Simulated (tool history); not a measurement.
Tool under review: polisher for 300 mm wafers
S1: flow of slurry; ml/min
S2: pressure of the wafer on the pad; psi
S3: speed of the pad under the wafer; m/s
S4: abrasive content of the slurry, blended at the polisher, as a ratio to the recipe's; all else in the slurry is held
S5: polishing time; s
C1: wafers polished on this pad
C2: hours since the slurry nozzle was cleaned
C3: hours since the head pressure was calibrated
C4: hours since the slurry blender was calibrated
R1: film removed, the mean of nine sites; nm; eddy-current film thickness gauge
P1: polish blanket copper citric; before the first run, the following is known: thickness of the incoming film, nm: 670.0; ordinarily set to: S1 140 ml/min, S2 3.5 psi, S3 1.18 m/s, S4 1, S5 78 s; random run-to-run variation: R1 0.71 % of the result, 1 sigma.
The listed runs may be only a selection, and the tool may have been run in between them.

run 1 hour=11.8 | S1=140 S2=3.5 S3=1.18 S4=1 S5=78 | C1=334 C2=220 C3=611.2 C4=56.7 | R1=219.08
run 2 hour=24.8 | S1=140 S2=3.5 S3=1.76 S4=1 S5=78 | C1=459 C2=233 C3=624.2 C4=69.7 | R1=323.23
run 3 hour=31 | S1=140 S2=3.5 S3=1.18 S4=1 S5=78 | C1=519 C2=239.2 C3=630.4 C4=75.9 | R1=218.63
run 4 hour=38.7 | S1=140 S2=3.5 S3=1.18 S4=1 S5=78 | C1=593 C2=246.9 C3=638.1 C4=83.6 | R1=217.61
run 5 hour=45.4 | S1=140 S2=3.5 S3=1.18 S4=1.45 S5=78 | C1=657 C2=253.6 C3=644.8 C4=90.3 | R1=239.49
run 6 hour=57 | S1=140 S2=3.5 S3=1.18 S4=1 S5=78 | C1=768 C2=265.2 C3=656.4 C4=101.9 | R1=217.68
run 7 hour=67.3 | S1=140 S2=3.5 S3=1.18 S4=1 S5=106 | C1=867 C2=275.5 C3=666.7 C4=112.2 | R1=296.18
run 8 hour=76.9 | S1=140 S2=3.5 S3=1.52 S4=1 S5=42 | C1=959 C2=285.1 C3=676.3 C4=121.8 | R1=151.89
run 9 hour=89.5 | S1=140 S2=3.5 S3=1.18 S4=1 S5=35 | C1=1080 C2=297.7 C3=688.9 C4=134.4 | R1=97.842
run 10 hour=100.9 | S1=140 S2=1.6 S3=1.18 S4=1 S5=78 | C1=1190 C2=309.1 C3=700.3 C4=145.8 | R1=101.87
run 11 hour=111.7 | S1=140 S2=5.3 S3=1.18 S4=1 S5=78 | C1=1293 C2=319.9 C3=711.1 C4=156.6 | R1=329.99
-- hour=113.2 slurry nozzle cleaned
run 12 hour=124.8 | S1=140 S2=3.5 S3=1.18 S4=1 S5=78 | C1=1419 C2=11.7 C3=724.2 C4=169.7 | R1=218.12
run 13 hour=131.9 | S1=140 S2=3.5 S3=0.54 S4=1 S5=78 | C1=1487 C2=18.8 C3=731.3 C4=176.8 | R1=101.8
run 14 hour=139 | S1=220 S2=3.5 S3=1.18 S4=1 S5=78 | C1=1555 C2=25.9 C3=738.4 C4=183.9 | R1=234.04
run 15 hour=147.2 | S1=140 S2=3.5 S3=1.18 S4=0.65 S5=78 | C1=1634 C2=34.1 C3=746.6 C4=192.1 | R1=200.16
run 16 hour=153.7 | S1=95 S2=3.5 S3=1.18 S4=1 S5=78 | C1=1696 C2=40.6 C3=753.1 C4=198.6 | R1=200.43
run 17 hour=165.4 | S1=140 S2=3.5 S3=1.18 S4=1 S5=78 | C1=1809 C2=52.3 C3=764.8 C4=210.3 | R1=217.29
run 18 hour=172.1 | S1=140 S2=3.5 S3=1.18 S4=1 S5=78 | C1=1873 C2=59 C3=771.5 C4=217 | R1=211.06
run 19 hour=180.1 | S1=140 S2=3.5 S3=1.18 S4=1 S5=78 | C1=1950 C2=67 C3=779.5 C4=225 | R1=208.54
run 20 hour=188.9 | S1=140 S2=3.5 S3=1.18 S4=1 S5=78 | C1=2034 C2=75.8 C3=788.3 C4=233.8 | R1=205.9
run 21 hour=198.5 | S1=140 S2=3.5 S3=1.18 S4=1 S5=78 | C1=2126 C2=85.4 C3=797.9 C4=243.4 | R1=203.57
-- hour=204.3 head pressure recalibrated
run 22 hour=207.6 | S1=140 S2=3.5 S3=1.18 S4=1 S5=78 | C1=2214 C2=94.5 C3=3.4 C4=252.5 | R1=203.26
-- hour=209.3 slurry blender recalibrated
run 23 hour=216.7 | S1=140 S2=3.5 S3=1.18 S4=1 S5=78 | C1=2301 C2=103.6 C3=12.5 C4=7.5 | R1=201.9
run 24 hour=224.3 | S1=140 S2=3.5 S3=1.18 S4=1 S5=78 | C1=2374 C2=111.2 C3=20.1 C4=15.1 | R1=203.47

The output of P1 has drifted from where it used to be. Each of the 2 causes below, taken at the size shown beside it, accounts for the log equally well:
A: removal rate lost through wear of the pad, % = 7.82
B: slurry flow missing at the pad, % = 30.9
Onset of the creep was near hour 165.4.
Excluded causes, each with its reason:
head's pressure below its setpoint, %: work on it at hour 204.3, done after the drift set in, did not restore what the process gave before
abrasive missing from the slurry, %: work on it at hour 209.3, done after the drift set in, did not restore what the process gave before

Which of the 4 check runs listed below, each an average over 5 wafers with its results shown as question marks, gives clearly different results under the different listed causes?
run check 1 hour=231.9 | S1=140 S2=3.5 S3=0.54 S4=0.7 S5=78 | R1=?
run check 2 hour=231.9 | S1=140 S2=3.5 S3=1.74 S4=1 S5=40 | R1=?
run check 3 hour=231.9 | S1=140 S2=1.8 S3=1.18 S4=1.4 S5=78 | R1=?
run check 4 hour=231.9 | S1=210 S2=3.5 S3=1.18 S4=1 S5=55 | R1=?

Predicted outcomes, by check and by cause:
check=check_1 result=R1 if_A=87.221 if_B=87.221
check=check_2 result=R1 if_A=151.29 if_B=151.29
check=check_3 result=R1 if_A=113.22 if_B=113.22
check=check_4 result=R1 if_A=151.05 if_B=154.92
Per-check spread between the two closest causes, in the result where they differ most: check 1 0 %; check 2 0 %; check 3 0 %; check 4 2.53 %
Only check 4 tells the causes apart: in the others they would give nearly the same result.

Here is what check 4 returned: R1 150.43 nm. Which cause is it?

The correct cause is A, namely: removal rate lost through wear of the pad, %.

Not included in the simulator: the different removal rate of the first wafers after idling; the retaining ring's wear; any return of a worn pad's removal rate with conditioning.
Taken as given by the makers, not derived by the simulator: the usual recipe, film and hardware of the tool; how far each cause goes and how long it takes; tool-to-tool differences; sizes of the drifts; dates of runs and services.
